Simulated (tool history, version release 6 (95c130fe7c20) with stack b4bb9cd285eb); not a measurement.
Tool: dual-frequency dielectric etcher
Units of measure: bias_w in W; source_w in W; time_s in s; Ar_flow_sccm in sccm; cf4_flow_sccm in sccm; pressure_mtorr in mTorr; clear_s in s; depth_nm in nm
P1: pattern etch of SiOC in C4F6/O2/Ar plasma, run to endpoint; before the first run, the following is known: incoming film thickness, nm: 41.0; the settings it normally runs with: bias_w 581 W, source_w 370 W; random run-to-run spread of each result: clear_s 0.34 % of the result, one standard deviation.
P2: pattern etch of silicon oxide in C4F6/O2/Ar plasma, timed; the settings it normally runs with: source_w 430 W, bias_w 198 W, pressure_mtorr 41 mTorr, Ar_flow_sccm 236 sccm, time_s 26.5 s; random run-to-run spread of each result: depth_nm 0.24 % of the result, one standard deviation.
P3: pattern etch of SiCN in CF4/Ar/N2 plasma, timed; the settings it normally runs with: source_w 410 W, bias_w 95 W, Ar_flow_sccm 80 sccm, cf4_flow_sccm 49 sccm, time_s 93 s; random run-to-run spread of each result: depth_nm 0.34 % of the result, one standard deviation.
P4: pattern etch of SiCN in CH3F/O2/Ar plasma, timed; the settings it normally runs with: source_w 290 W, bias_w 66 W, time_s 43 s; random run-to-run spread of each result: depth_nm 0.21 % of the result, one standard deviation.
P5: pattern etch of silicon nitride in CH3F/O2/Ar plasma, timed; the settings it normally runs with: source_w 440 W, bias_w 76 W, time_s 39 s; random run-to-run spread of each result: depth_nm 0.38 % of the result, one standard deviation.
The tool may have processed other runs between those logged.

run	hour	process	bias_w	source_w	time_s	Ar_flow_sccm	cf4_flow_sccm	pressure_mtorr	clear_s	depth_nm
1	10.1	P1	581	370					12.977	
2	16.1	P1	450	240					16.685	
3	22.4	P4	42	290	43					11.974
4	27.2	P4	66	230	43					12.843
5	35.5	P1	581	370					12.966	
6	43.9	P5	76	440	39					29.427
7	51.3	P3	122	410	93	80	49			89.361
8	57.9	P3	95	410	93	80	49			80.696
9	63.4	P2	198	430	26.5	236		28		89.842
10	71.8	P5	76	560	39					32.099
11	76.3	P1	452	300					15.376	
12	86.2	P2	198	430	26.5	236		41		86.11
13	94.4	P3	95	410	93	80	34			76.863
14	103.6	P2	198	430	26.5	236		41		86.089
15	111	P1	581	370					13.073	
16	115.8	P2	263	430	26.5	236		41		94.373
17	120.8	P1	737	370					11.883	
18	131.1	P3	95	410	68.5	80	49			59.603
19	139.1	P1	373	370					15.335	
20	146	P2	198	430	26.5	148		41		90.777
21	152.6	P3	95	410	93	59	49			84.1
22	157.6	P2	198	430	14.5	236		41		47.224
23	162.7	P5	76	440	39					29.278
24	172.4	P5	76	440	47.5					35.846
25	178.5	P1	581	440					12.187	
26	183.3	P4	66	290	43					13.997
27	193.2	P5	58	440	39					26.976
28	200.4	P1	581	300					14.008	
29	210.2	P4	66	290	64.5					20.941
30	217.8	P1	723	280					13.227	
31	224.3	P2	198	320	26.5	236		41		76.795
32	229.8	P1	581	370					13.049	
33	239.5	P3	95	540	93	80	49			103.23
34	244.9	P1	581	370					13.023	
35	251	P1	581	370					13.026	

Predict the results of run 36:
36	259.1	P1	581	370					?	

clear_s: 12.997 s
